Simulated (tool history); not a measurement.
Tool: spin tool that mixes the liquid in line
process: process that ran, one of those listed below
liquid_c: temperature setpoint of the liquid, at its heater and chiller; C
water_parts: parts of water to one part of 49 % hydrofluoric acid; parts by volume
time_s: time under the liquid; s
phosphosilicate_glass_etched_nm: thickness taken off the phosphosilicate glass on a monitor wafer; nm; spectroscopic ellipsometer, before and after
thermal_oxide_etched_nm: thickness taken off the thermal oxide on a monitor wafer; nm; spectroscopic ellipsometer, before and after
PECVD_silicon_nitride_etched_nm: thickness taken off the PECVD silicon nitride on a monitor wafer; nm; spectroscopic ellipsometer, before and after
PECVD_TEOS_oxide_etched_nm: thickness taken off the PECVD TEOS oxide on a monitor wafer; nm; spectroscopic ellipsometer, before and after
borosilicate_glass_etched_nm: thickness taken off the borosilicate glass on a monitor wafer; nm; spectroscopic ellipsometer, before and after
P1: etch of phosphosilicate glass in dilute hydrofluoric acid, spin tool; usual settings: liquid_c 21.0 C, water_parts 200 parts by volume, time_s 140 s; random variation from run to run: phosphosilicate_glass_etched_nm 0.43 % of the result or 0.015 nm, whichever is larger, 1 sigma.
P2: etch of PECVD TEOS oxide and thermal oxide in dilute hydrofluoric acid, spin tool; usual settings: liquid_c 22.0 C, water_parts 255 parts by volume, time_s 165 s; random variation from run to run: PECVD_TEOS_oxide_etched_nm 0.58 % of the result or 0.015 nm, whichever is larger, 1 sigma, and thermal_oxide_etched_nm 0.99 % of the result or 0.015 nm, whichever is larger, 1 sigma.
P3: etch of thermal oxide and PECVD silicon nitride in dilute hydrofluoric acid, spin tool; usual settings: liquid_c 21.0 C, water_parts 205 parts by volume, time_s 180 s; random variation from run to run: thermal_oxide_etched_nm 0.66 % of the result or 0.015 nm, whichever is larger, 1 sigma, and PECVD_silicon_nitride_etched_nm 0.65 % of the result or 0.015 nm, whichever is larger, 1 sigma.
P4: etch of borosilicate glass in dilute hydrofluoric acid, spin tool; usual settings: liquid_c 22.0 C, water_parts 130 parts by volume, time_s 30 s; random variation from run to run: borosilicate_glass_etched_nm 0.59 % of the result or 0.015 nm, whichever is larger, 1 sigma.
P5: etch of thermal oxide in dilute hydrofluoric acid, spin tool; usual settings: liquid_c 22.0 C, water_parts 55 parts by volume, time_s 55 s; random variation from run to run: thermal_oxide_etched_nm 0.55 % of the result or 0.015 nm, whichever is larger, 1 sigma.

run   hour  process  liquid_c  water_parts  time_s  phosphosilicate_glass_etched_nm  thermal_oxide_etched_nm  PECVD_silicon_nitride_etched_nm  PECVD_TEOS_oxide_etched_nm  borosilicate_glass_etched_nm
  1   14.0       P1      21.0          200     140                           33.608
  2   24.4       P5      17.0           55      55                                                    3.7840
  3   33.3       P1      21.0          200     140                           33.919
  4   40.8       P1      21.0          200     140                           33.616
  5   55.1       P3      21.0          205     180                                                    3.4287                           3.3738
  6   66.3       P1      28.0           55     140                          193.200
  7   78.4       P1      21.0          280     140                           22.329
  8   92.7       P1      21.0          200     140                           33.757
  9  102.7       P2      17.0          255     165                                                    2.0389                                                      11.4400
 10  112.5       P1      17.0          200     140                           28.851
 11  123.8       P1      21.0          200      45                           10.937
 12  134.4       P1      25.5          200     140                           40.085
 13  141.4       P5      22.0           55      55                                                    4.6528
 14  150.2       P1      21.0           75     140                          103.450
 15  162.3       P5      22.0           55      15                                                    1.2641
 16  174.4       P1      21.0          200     215                           52.210
 17  183.8       P2      22.0          470     165                                                    1.1245                                                       6.2008
 18  197.1       P3      21.0          120     180                                                    6.5495                           5.8647
 19  207.6       P2      22.0          255      85                                                    1.2846                                                       7.0949
 20  218.5       P2      22.0          255     165                                                    2.4721                                                      13.6510
 21  229.5       P4      22.0          130      30                                                                                                                                               4.2913
 22  242.2       P4      22.0          235      30                                                                                                                                               2.1482
 23  252.0       P4      22.0          130      15                                                                                                                                               2.1514
 24  265.3       P5      22.0           55      55                                                    4.6307
 25  280.0       P4      17.0          130      30                                                                                                                                               3.5185
 26  293.3       P1      21.0           75      25                           18.222
 27  302.8       P5      22.0           90      55                                                    2.6861
 28  315.6       P3      17.0          205     180                                                    2.9477                           2.6140
 29  325.4       P3      21.0          205     360                                                    7.0511                           6.8277
 30  340.5       P1      21.0          200     140                           33.860
 31  348.6       P1      21.0          200     140                           33.810
 32  361.2       P1      21.0          200     140                           32.790
 33  371.3       P1      21.0          200     140                           31.951
 34  384.8       P1      21.0          200     140                           31.559
 35  394.0       P1      21.0          200     140                           31.298
 36  403.4       P1      21.0          200     140                           31.261
 37  417.1       P1      21.0          200     140                           30.980
 38  424.2       P1      21.0          200     140                           30.887

The next listed run, before its measurement:
 39  439.7       P1      21.0          200     140                                ?

Run 39 gave phosphosilicate_glass_etched_nm 30.913 nm.
